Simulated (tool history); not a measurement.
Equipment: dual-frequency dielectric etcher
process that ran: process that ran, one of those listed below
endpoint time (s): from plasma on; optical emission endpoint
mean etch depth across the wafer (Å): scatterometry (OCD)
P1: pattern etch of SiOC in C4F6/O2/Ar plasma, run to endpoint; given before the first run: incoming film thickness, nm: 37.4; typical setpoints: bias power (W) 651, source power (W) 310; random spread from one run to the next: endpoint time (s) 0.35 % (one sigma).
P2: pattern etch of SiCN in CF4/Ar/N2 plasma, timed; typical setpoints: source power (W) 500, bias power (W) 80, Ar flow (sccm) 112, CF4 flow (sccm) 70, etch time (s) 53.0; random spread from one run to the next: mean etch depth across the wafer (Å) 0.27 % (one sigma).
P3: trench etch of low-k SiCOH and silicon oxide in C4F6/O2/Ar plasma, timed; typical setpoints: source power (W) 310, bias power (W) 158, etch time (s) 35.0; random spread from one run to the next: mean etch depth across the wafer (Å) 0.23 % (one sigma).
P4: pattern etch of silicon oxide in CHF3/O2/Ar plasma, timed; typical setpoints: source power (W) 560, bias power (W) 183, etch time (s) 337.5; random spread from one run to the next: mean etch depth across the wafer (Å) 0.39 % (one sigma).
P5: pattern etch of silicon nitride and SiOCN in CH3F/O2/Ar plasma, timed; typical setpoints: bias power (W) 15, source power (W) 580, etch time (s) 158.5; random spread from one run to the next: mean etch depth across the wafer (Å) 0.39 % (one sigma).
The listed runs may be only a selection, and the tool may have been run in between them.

run,hour,process that ran,bias power (W),source power (W),Ar flow (sccm),CF4 flow (sccm),etch time (s),hours since the last wet clean,hours since the last bias power generator calibration,hours since the last source power generator calibration,endpoint time (s),mean etch depth across the wafer (Å)
1,11.0,P1,651,310,,,,182.1,1776.0,331.7,12.279,
2,22.8,P2,80,500,112,97,53.0,193.9,1787.8,343.5,,528.71
3,31.3,P2,80,500,112,70,53.0,202.4,1796.3,352.0,,504.34
4,44.2,P5,11,580,,,158.5,215.3,1809.2,364.9,,176.80
5,50.7,P1,811,310,,,,221.8,1815.7,371.4,11.305,
6,62.5,P2,80,500,112,70,75.5,233.6,1827.5,383.2,,722.36
7,77.0,P1,489,310,,,,248.1,1842.0,397.7,13.761,
8,84.2,P1,851,230,,,,255.3,1849.2,404.9,12.423,
9,95.9,P4,183,330,,,337.5,267.0,1860.9,416.6,,5272.60
10,108.9,P4,183,560,,,337.5,280.0,1873.9,429.6,,6362.60
11,122.4,P3,158,310,,,35.0,293.5,1887.4,443.1,,946.85
12,136.8,P1,651,430,,,,307.9,1901.8,457.5,10.956,
13,146.2,P5,15,720,,,158.5,317.3,1911.2,466.9,,214.30
14,157.4,P1,651,310,,,,328.5,1922.4,478.1,12.393,
15,165.4,P2,80,500,155,70,53.0,336.5,1930.4,486.1,,484.95
16,177.4,P4,242,560,,,337.5,348.5,1942.4,498.1,,7037.80
17,186.2,P1,651,310,,,,357.3,1951.2,506.9,12.357,
18,193.1,P4,183,560,,,337.5,364.2,1958.1,513.8,,6378.60
19,203.8,P3,158,310,,,19.0,374.9,1968.8,524.5,,513.18
20,215.9,P5,15,580,,,158.5,387.0,1980.9,536.6,,197.77
21,223.8,P4,183,560,,,434.0,394.9,1988.8,544.5,,8215.00
22,237.3,P5,15,580,,,92.0,408.4,2002.3,558.0,,115.79
23,243.7,P1,651,310,,,,414.8,2008.7,564.4,12.320,
24,253.3,P1,651,190,,,,424.4,2018.3,574.0,14.757,
25,265.1,P3,114,310,,,35.0,436.2,2030.1,585.8,,860.71
26,272.8,P2,80,410,112,70,53.0,443.9,2037.8,593.5,,426.74
27,282.5,P3,158,380,,,35.0,453.6,2047.5,603.2,,1019.10
28,290.6,P2,80,500,112,70,53.0,461.7,2055.6,611.3,,506.62
29,298.3,P2,58,500,112,70,53.0,469.4,2063.3,619.0,,453.17
30,310.7,P1,651,310,,,,481.8,2075.7,631.4,12.464,
31,318.3,P1,651,310,,,,489.4,2083.3,639.0,12.336,
32,332.6,P1,651,310,,,,503.7,2097.6,653.3,12.201,
33,346.0,P1,651,310,,,,517.1,2111.0,666.7,12.139,
34,352.5,P1,651,310,,,,523.6,2117.5,673.2,12.212,
35,364.6,P1,651,310,,,,535.7,2129.6,685.3,12.150,
36,378.3,P1,651,310,,,,549.4,2143.3,699.0,12.206,
37,385.1,P1,651,310,,,,556.2,2150.1,705.8,12.180,
# hour 388.4: wet clean of the chamber
38,394.1,P1,651,310,,,,5.7,2159.1,714.8,12.122,
39,407.1,P1,651,310,,,,18.7,2172.1,727.8,12.062,
40,416.7,P1,651,310,,,,28.3,2181.7,737.4,12.149,
41,425.2,P1,651,310,,,,36.8,2190.2,745.9,12.143,

What P1 gives has crept off from where it sat before. The 2 causes that follow fit the log equally well, each at the size noted:
A: bias power that arrives over what is set, % = 4.51
B: source power that arrives over what is set, % = 4.88
The creep began at about hour 310.7.
All other causes, with the reason each is excluded:
chamber walls in a state that raises the etch rate, %: was serviced at hour 388.4, once the creep was under way, yet the earlier output never came back

Which of the 4 check runs listed below separates the causes, so that each cause would produce a clearly different result? Each run uses one wafer, and its results are marked with question marks.
check 1,433.7,P4,183,560,,,337.5,,,,,?
check 2,433.7,P2,80,500,112,70,53.0,,,,,?
check 3,433.7,P3,158,310,,,35.0,,,,,?
check 4,433.7,P5,15,580,,,158.5,,,,,?

Expected result of each check under each candidate cause:
check,result,if A,if B
check 1,mean etch depth across the wafer (Å),6475.00,6495.50
check 2,mean etch depth across the wafer (Å),515.47,528.96
check 3,mean etch depth across the wafer (Å),960.63,965.19
check 4,mean etch depth across the wafer (Å),201.86,201.88
Distance between the nearest two causes, measured in the result of the check that separates them most: check 1 0.32 %; check 2 2.58 %; check 3 0.47 %; check 4 0.01 %
Of the check runs offered, only check 2 discriminates between the causes; the rest would read about the same regardless of which cause applies.

Running check 2 produced the following: mean etch depth across the wafer (Å) 529.40. Which one of the listed causes fits?

It is B: source power that arrives over what is set, %.

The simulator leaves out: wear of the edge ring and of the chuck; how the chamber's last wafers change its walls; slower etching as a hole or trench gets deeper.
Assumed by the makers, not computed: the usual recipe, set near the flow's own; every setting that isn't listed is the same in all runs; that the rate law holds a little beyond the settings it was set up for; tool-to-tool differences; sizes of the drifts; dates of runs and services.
